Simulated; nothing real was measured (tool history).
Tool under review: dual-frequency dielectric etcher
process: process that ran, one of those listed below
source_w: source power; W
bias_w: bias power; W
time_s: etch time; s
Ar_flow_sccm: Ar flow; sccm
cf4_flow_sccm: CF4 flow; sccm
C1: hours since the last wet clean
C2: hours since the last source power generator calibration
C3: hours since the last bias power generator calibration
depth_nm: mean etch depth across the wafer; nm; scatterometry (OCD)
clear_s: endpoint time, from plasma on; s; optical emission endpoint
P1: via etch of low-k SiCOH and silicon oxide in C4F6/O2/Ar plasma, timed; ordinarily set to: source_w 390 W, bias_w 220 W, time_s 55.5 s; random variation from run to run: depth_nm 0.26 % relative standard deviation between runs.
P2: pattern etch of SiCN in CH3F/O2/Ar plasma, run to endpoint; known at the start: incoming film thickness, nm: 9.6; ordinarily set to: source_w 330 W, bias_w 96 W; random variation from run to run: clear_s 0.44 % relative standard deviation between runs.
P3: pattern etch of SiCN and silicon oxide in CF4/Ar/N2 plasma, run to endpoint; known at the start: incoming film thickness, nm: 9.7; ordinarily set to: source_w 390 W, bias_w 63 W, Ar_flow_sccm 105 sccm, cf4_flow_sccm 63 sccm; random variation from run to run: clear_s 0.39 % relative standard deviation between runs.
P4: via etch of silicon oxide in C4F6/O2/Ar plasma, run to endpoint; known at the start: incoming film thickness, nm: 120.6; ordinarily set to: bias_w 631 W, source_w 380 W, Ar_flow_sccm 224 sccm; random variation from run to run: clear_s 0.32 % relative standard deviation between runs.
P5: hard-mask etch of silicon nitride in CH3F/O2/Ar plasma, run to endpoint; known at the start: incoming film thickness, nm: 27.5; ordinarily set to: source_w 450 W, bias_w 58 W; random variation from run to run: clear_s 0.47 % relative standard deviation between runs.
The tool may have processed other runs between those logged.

{"run": 1, "hour": 5.3, "process": "P1", "source_w": 390, "bias_w": 220, "time_s": 55.5, "C1": 277.5, "C2": 492, "C3": 982.7, "depth_nm": 150.98}
{"run": 2, "hour": 9.8, "process": "P4", "source_w": 460, "bias_w": 631, "Ar_flow_sccm": 224, "C1": 282, "C2": 496.5, "C3": 987.2, "clear_s": 22.806}
{"run": 3, "hour": 14.3, "process": "P1", "source_w": 390, "bias_w": 220, "time_s": 55.5, "C1": 286.5, "C2": 501, "C3": 991.7, "depth_nm": 150.65}
{"run": 4, "hour": 22.0, "process": "P1", "source_w": 390, "bias_w": 220, "time_s": 30.5, "C1": 294.2, "C2": 508.7, "C3": 999.4, "depth_nm": 82.826}
{"run": 5, "hour": 30.5, "process": "P4", "source_w": 380, "bias_w": 631, "Ar_flow_sccm": 307, "C1": 302.7, "C2": 517.2, "C3": 1007.9, "clear_s": 25.14}
{"hour": 35.6, "done": "bias power generator calibrated"}
{"run": 6, "hour": 39.5, "process": "P1", "source_w": 520, "bias_w": 220, "time_s": 55.5, "C1": 311.7, "C2": 526.2, "C3": 3.9, "depth_nm": 168.55}
{"run": 7, "hour": 47.6, "process": "P1", "source_w": 390, "bias_w": 286, "time_s": 55.5, "C1": 319.8, "C2": 534.3, "C3": 12, "depth_nm": 165.36}
{"run": 8, "hour": 52.3, "process": "P3", "source_w": 390, "bias_w": 63, "Ar_flow_sccm": 105, "cf4_flow_sccm": 63, "C1": 324.5, "C2": 539, "C3": 16.7, "clear_s": 13.387}
{"run": 9, "hour": 57.8, "process": "P5", "source_w": 450, "bias_w": 58, "C1": 330, "C2": 544.5, "C3": 22.2, "clear_s": 41.178}
{"run": 10, "hour": 63.1, "process": "P2", "source_w": 450, "bias_w": 96, "C1": 335.3, "C2": 549.8, "C3": 27.5, "clear_s": 21.612}
{"run": 11, "hour": 69.0, "process": "P3", "source_w": 280, "bias_w": 63, "Ar_flow_sccm": 105, "cf4_flow_sccm": 63, "C1": 341.2, "C2": 555.7, "C3": 33.4, "clear_s": 17.925}
{"run": 12, "hour": 77.3, "process": "P1", "source_w": 450, "bias_w": 220, "time_s": 40.5, "C1": 349.5, "C2": 564, "C3": 41.7, "depth_nm": 115.99}
{"run": 13, "hour": 82.8, "process": "P1", "source_w": 390, "bias_w": 220, "time_s": 55.5, "C1": 355, "C2": 569.5, "C3": 47.2, "depth_nm": 150.67}
{"run": 14, "hour": 89.5, "process": "P3", "source_w": 390, "bias_w": 63, "Ar_flow_sccm": 105, "cf4_flow_sccm": 42, "C1": 361.7, "C2": 576.2, "C3": 53.9, "clear_s": 14.456}
{"run": 15, "hour": 97.9, "process": "P2", "source_w": 330, "bias_w": 96, "C1": 370.1, "C2": 584.6, "C3": 62.3, "clear_s": 24.174}
{"run": 16, "hour": 104.9, "process": "P1", "source_w": 390, "bias_w": 220, "time_s": 76, "C1": 377.1, "C2": 591.6, "C3": 69.3, "depth_nm": 206.27}
{"run": 17, "hour": 112.0, "process": "P4", "source_w": 380, "bias_w": 631, "Ar_flow_sccm": 224, "C1": 384.2, "C2": 598.7, "C3": 76.4, "clear_s": 24.205}
{"run": 18, "hour": 116.5, "process": "P1", "source_w": 240, "bias_w": 220, "time_s": 55.5, "C1": 388.7, "C2": 603.2, "C3": 80.9, "depth_nm": 125.14}
{"run": 19, "hour": 125.4, "process": "P1", "source_w": 390, "bias_w": 220, "time_s": 55.5, "C1": 397.6, "C2": 612.1, "C3": 89.8, "depth_nm": 150.28}
{"run": 20, "hour": 131.3, "process": "P1", "source_w": 390, "bias_w": 166, "time_s": 55.5, "C1": 403.5, "C2": 618, "C3": 95.7, "depth_nm": 137.88}
{"run": 21, "hour": 140.6, "process": "P3", "source_w": 390, "bias_w": 63, "Ar_flow_sccm": 105, "cf4_flow_sccm": 63, "C1": 412.8, "C2": 627.3, "C3": 105, "clear_s": 13.336}
{"run": 22, "hour": 146.1, "process": "P5", "source_w": 450, "bias_w": 35, "C1": 418.3, "C2": 632.8, "C3": 110.5, "clear_s": 48.026}
{"run": 23, "hour": 151.5, "process": "P1", "source_w": 390, "bias_w": 220, "time_s": 55.5, "C1": 423.7, "C2": 638.2, "C3": 115.9, "depth_nm": 150.18}
{"run": 24, "hour": 155.7, "process": "P4", "source_w": 380, "bias_w": 813, "Ar_flow_sccm": 224, "C1": 427.9, "C2": 642.4, "C3": 120.1, "clear_s": 21.988}
{"run": 25, "hour": 161.2, "process": "P3", "source_w": 390, "bias_w": 63, "Ar_flow_sccm": 63, "cf4_flow_sccm": 63, "C1": 433.4, "C2": 647.9, "C3": 125.6, "clear_s": 12.343}
{"run": 26, "hour": 169.1, "process": "P1", "source_w": 480, "bias_w": 220, "time_s": 38, "C1": 441.3, "C2": 655.8, "C3": 133.5, "depth_nm": 111.94}
{"run": 27, "hour": 175.5, "process": "P3", "source_w": 390, "bias_w": 38, "Ar_flow_sccm": 105, "cf4_flow_sccm": 63, "C1": 447.7, "C2": 662.2, "C3": 139.9, "clear_s": 15.731}
{"run": 28, "hour": 181.0, "process": "P2", "source_w": 330, "bias_w": 65, "C1": 453.2, "C2": 667.7, "C3": 145.4, "clear_s": 27.619}
{"run": 29, "hour": 187.5, "process": "P2", "source_w": 330, "bias_w": 96, "C1": 459.7, "C2": 674.2, "C3": 151.9, "clear_s": 24.142}
{"run": 30, "hour": 194.2, "process": "P5", "source_w": 590, "bias_w": 58, "C1": 466.4, "C2": 680.9, "C3": 158.6, "clear_s": 37.293}
{"run": 31, "hour": 199.1, "process": "P1", "source_w": 390, "bias_w": 220, "time_s": 55.5, "C1": 471.3, "C2": 685.8, "C3": 163.5, "depth_nm": 151.46}
{"run": 32, "hour": 207.8, "process": "P1", "source_w": 390, "bias_w": 220, "time_s": 55.5, "C1": 480, "C2": 694.5, "C3": 172.2, "depth_nm": 150.11}
{"run": 33, "hour": 215.9, "process": "P1", "source_w": 390, "bias_w": 220, "time_s": 55.5, "C1": 488.1, "C2": 702.6, "C3": 180.3, "depth_nm": 149.32}
{"run": 34, "hour": 223.0, "process": "P1", "source_w": 390, "bias_w": 220, "time_s": 55.5, "C1": 495.2, "C2": 709.7, "C3": 187.4, "depth_nm": 148.85}
{"run": 35, "hour": 229.9, "process": "P1", "source_w": 390, "bias_w": 220, "time_s": 55.5, "C1": 502.1, "C2": 716.6, "C3": 194.3, "depth_nm": 149.02}
{"run": 36, "hour": 237.9, "process": "P1", "source_w": 390, "bias_w": 220, "time_s": 55.5, "C1": 510.1, "C2": 724.6, "C3": 202.3, "depth_nm": 148.34}
{"hour": 245.8, "done": "wet clean of the chamber"}
{"run": 37, "hour": 246.4, "process": "P1", "source_w": 390, "bias_w": 220, "time_s": 55.5, "C1": 0.6, "C2": 733.1, "C3": 210.8, "depth_nm": 148.16}
{"run": 38, "hour": 252.2, "process": "P1", "source_w": 390, "bias_w": 220, "time_s": 55.5, "C1": 6.4, "C2": 738.9, "C3": 216.6, "depth_nm": 148.92}
{"run": 39, "hour": 261.3, "process": "P1", "source_w": 390, "bias_w": 220, "time_s": 55.5, "C1": 15.5, "C2": 748, "C3": 225.7, "depth_nm": 148.72}
{"run": 40, "hour": 268.8, "process": "P1", "source_w": 390, "bias_w": 220, "time_s": 55.5, "C1": 23, "C2": 755.5, "C3": 233.2, "depth_nm": 148.49}

Something has made what P1 gives creep away from where it was; the 2 causes below, each at its own stated size, fit the log equally well:
A: source power that arrives under what is set, % = 3.77
B: bias power that arrives under what is set, % = 4.39
The drift started at roughly hour 199.1.
Why every other cause is out:
chamber walls in a state that lowers the etch rate, %: serviced at hour 245.8, after the drift had started, without restoring the earlier output

4 check runs are offered, each on 2 wafers whose results are averaged, their results left as question marks. Which one tells the causes apart?
{"run": "check 1", "hour": 276.3, "process": "P2", "source_w": 380, "bias_w": 78, "clear_s": "?"}
{"run": "check 2", "hour": 276.3, "process": "P5", "source_w": 450, "bias_w": 37, "clear_s": "?"}
{"run": "check 3", "hour": 276.3, "process": "P3", "source_w": 390, "bias_w": 40, "Ar_flow_sccm": 64, "cf4_flow_sccm": 63, "clear_s": "?"}
{"run": "check 4", "hour": 276.3, "process": "P4", "source_w": 380, "bias_w": 765, "Ar_flow_sccm": 224, "clear_s": "?"}

Check results expected under each cause:
check=check_1 result=clear_s if_A=25.1 if_B=25.145
check=check_2 result=clear_s if_A=48.056 if_B=47.922
check=check_3 result=clear_s if_A=14.715 if_B=14.391
check=check_4 result=clear_s if_A=22.876 if_B=22.963
How far apart the two closest causes lie, in the result that separates them most: check 1 0.18 %; check 2 0.28 %; check 3 2.22 %; check 4 0.38 %
Of the check runs offered, only check 3 discriminates between the causes; the rest would read about the same regardless of which cause applies.

After running check 3, the following was obtained: clear_s 14.708 s. Which cause does this point to?

The cause is A: source power that arrives under what is set, %.
